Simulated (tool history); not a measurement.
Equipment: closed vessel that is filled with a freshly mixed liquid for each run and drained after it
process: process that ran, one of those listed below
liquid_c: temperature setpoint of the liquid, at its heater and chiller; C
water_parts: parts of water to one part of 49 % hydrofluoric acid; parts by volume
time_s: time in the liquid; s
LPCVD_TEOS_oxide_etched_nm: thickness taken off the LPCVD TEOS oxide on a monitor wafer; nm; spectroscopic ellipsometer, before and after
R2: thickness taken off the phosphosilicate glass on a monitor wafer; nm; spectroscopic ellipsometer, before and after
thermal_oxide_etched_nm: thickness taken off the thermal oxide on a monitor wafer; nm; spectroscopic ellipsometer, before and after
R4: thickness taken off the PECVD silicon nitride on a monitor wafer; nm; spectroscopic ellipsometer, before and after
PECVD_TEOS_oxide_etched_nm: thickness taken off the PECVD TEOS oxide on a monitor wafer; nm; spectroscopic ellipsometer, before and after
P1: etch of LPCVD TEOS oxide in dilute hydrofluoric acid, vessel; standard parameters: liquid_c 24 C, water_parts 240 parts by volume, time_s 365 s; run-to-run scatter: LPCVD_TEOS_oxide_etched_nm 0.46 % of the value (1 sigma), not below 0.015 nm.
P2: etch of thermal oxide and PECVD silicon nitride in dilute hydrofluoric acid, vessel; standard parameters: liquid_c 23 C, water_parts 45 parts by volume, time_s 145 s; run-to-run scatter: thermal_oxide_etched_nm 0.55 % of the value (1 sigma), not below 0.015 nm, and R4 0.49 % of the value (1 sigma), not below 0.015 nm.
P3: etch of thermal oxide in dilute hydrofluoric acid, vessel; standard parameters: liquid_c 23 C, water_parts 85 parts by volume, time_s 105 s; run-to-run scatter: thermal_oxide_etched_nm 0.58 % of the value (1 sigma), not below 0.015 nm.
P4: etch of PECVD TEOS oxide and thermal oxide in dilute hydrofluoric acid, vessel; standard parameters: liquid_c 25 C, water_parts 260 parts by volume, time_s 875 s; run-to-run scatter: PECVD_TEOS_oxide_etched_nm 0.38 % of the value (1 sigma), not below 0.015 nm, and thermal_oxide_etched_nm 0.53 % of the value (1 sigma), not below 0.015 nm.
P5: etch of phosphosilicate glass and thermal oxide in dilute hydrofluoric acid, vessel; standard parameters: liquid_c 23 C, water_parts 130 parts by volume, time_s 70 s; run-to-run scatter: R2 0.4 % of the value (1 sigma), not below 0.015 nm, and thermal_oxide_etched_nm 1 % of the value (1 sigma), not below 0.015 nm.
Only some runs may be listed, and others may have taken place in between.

Run 1, hour 6.4: process P1, liquid_c 24 C, water_parts 240 parts by volume, time_s 365 s. Result: LPCVD_TEOS_oxide_etched_nm 34.742 nm.
Run 2, hour 16.3: process P1, liquid_c 18 C, water_parts 240 parts by volume, time_s 365 s. Result: LPCVD_TEOS_oxide_etched_nm 27.694 nm.
Run 3, hour 26.7: process P5, liquid_c 23 C, water_parts 130 parts by volume, time_s 70 s. Result: R2 30.5 nm, thermal_oxide_etched_nm 2.3672 nm.
Run 4, hour 38.7: process P2, liquid_c 23 C, water_parts 75 parts by volume, time_s 145 s. Result: thermal_oxide_etched_nm 8.897 nm, R4 10.401 nm.
Run 5, hour 50.5: process P3, liquid_c 23 C, water_parts 85 parts by volume, time_s 105 s. Result: thermal_oxide_etched_nm 5.5655 nm.
Run 6, hour 59.5: process P4, liquid_c 17.5 C, water_parts 260 parts by volume, time_s 875 s. Result: thermal_oxide_etched_nm 10.814 nm, PECVD_TEOS_oxide_etched_nm 24.061 nm.
Run 7, hour 71.2: process P1, liquid_c 24 C, water_parts 240 parts by volume, time_s 365 s. Result: LPCVD_TEOS_oxide_etched_nm 34.904 nm.
Run 8, hour 83.7: process P1, liquid_c 24 C, water_parts 240 parts by volume, time_s 365 s. Result: LPCVD_TEOS_oxide_etched_nm 34.87 nm.
Run 9, hour 94.2: process P4, liquid_c 25 C, water_parts 260 parts by volume, time_s 1745 s. Result: thermal_oxide_etched_nm 28.325 nm, PECVD_TEOS_oxide_etched_nm 63.212 nm.
Run 10, hour 106.5: process P2, liquid_c 23 C, water_parts 45 parts by volume, time_s 145 s. Result: thermal_oxide_etched_nm 15.383 nm, R4 17.191 nm.
Run 11, hour 116: process P1, liquid_c 24 C, water_parts 240 parts by volume, time_s 365 s. Result: LPCVD_TEOS_oxide_etched_nm 34.671 nm.
Run 12, hour 129.1: process P5, liquid_c 23 C, water_parts 130 parts by volume, time_s 35 s. Result: R2 15.087 nm, thermal_oxide_etched_nm 1.134 nm.
Run 13, hour 139.7: process P1, liquid_c 31.5 C, water_parts 340 parts by volume, time_s 365 s. Result: LPCVD_TEOS_oxide_etched_nm 28.5 nm.
Run 14, hour 151: process P1, liquid_c 24 C, water_parts 240 parts by volume, time_s 365 s. Result: LPCVD_TEOS_oxide_etched_nm 34.488 nm.
Run 15, hour 161.5: process P2, liquid_c 18.5 C, water_parts 45 parts by volume, time_s 145 s. Result: thermal_oxide_etched_nm 12.821 nm, R4 12.659 nm.
Run 16, hour 170.1: process P3, liquid_c 18 C, water_parts 85 parts by volume, time_s 105 s. Result: thermal_oxide_etched_nm 4.4885 nm.
Run 17, hour 180.8: process P1, liquid_c 17.5 C, water_parts 240 parts by volume, time_s 545 s. Result: LPCVD_TEOS_oxide_etched_nm 40.975 nm.
Run 18, hour 187.5: process P4, liquid_c 25 C, water_parts 260 parts by volume, time_s 875 s. Result: thermal_oxide_etched_nm 14.324 nm, PECVD_TEOS_oxide_etched_nm 31.681 nm.
Run 19, hour 194.5: process P1, liquid_c 24 C, water_parts 405 parts by volume, time_s 365 s. Result: LPCVD_TEOS_oxide_etched_nm 17.501 nm.
Run 20, hour 205.2: process P1, liquid_c 24 C, water_parts 240 parts by volume, time_s 155 s. Result: LPCVD_TEOS_oxide_etched_nm 14.78 nm.
Run 21, hour 216.9: process P2, liquid_c 23 C, water_parts 45 parts by volume, time_s 265 s. Result: thermal_oxide_etched_nm 28.088 nm, R4 31.148 nm.
Run 22, hour 227.7: process P1, liquid_c 29 C, water_parts 240 parts by volume, time_s 365 s. Result: LPCVD_TEOS_oxide_etched_nm 41.342 nm.
Run 23, hour 237.7: process P5, liquid_c 23 C, water_parts 130 parts by volume, time_s 70 s. Result: R2 30.162 nm, thermal_oxide_etched_nm 2.3832 nm.
Run 24, hour 246.7: process P4, liquid_c 25 C, water_parts 475 parts by volume, time_s 875 s. Result: thermal_oxide_etched_nm 6.3652 nm, PECVD_TEOS_oxide_etched_nm 14.252 nm.
Run 25, hour 254.1: process P1, liquid_c 24 C, water_parts 70 parts by volume, time_s 365 s. Result: LPCVD_TEOS_oxide_etched_nm 144.4 nm.
Run 26, hour 263.3: process P1, liquid_c 24 C, water_parts 240 parts by volume, time_s 365 s. Result: LPCVD_TEOS_oxide_etched_nm 34.943 nm.
Run 27, hour 270.5: process P3, liquid_c 23 C, water_parts 145 parts by volume, time_s 105 s. Result: thermal_oxide_etched_nm 3.0664 nm.
Run 28, hour 276.4: process P1, liquid_c 24 C, water_parts 240 parts by volume, time_s 540 s. Result: LPCVD_TEOS_oxide_etched_nm 51.778 nm.
Run 29, hour 283.4: process P2, liquid_c 23 C, water_parts 45 parts by volume, time_s 145 s. Result: thermal_oxide_etched_nm 15.433 nm, R4 17.127 nm.
Run 30, hour 289.7: process P5, liquid_c 23 C, water_parts 230 parts by volume, time_s 70 s. Result: R2 15.399 nm, thermal_oxide_etched_nm 1.1704 nm.
Run 31, hour 295.6: process P1, liquid_c 24 C, water_parts 240 parts by volume, time_s 365 s. Result: LPCVD_TEOS_oxide_etched_nm 34.648 nm.
Run 32, hour 303.3: process P5, liquid_c 28.5 C, water_parts 130 parts by volume, time_s 70 s. Result: R2 37.521 nm, thermal_oxide_etched_nm 2.8433 nm.
Run 33, hour 315.3: process P3, liquid_c 23 C, water_parts 85 parts by volume, time_s 200 s. Result: thermal_oxide_etched_nm 10.614 nm.
Run 34, hour 328.3: process P1, liquid_c 24 C, water_parts 240 parts by volume, time_s 365 s. Result: LPCVD_TEOS_oxide_etched_nm 34.809 nm.
Run 35, hour 339.1: process P1, liquid_c 24 C, water_parts 240 parts by volume, time_s 365 s. Result: LPCVD_TEOS_oxide_etched_nm 35.497 nm.
Run 36, hour 351.1: process P1, liquid_c 24 C, water_parts 240 parts by volume, time_s 365 s. Result: LPCVD_TEOS_oxide_etched_nm 36.323 nm.
Run 37, hour 363: process P1, liquid_c 24 C, water_parts 240 parts by volume, time_s 365 s. Result: LPCVD_TEOS_oxide_etched_nm 35.979 nm.
Run 38, hour 372.9: process P1, liquid_c 24 C, water_parts 240 parts by volume, time_s 365 s. Result: LPCVD_TEOS_oxide_etched_nm 36.577 nm.

Run 39 has not been measured yet. What should we expect?
Run 39, hour 380.4: process P1, liquid_c 24 C, water_parts 240 parts by volume, time_s 365 s. Result: LPCVD_TEOS_oxide_etched_nm ?.

Run 39 measured LPCVD_TEOS_oxide_etched_nm 36.705 nm.
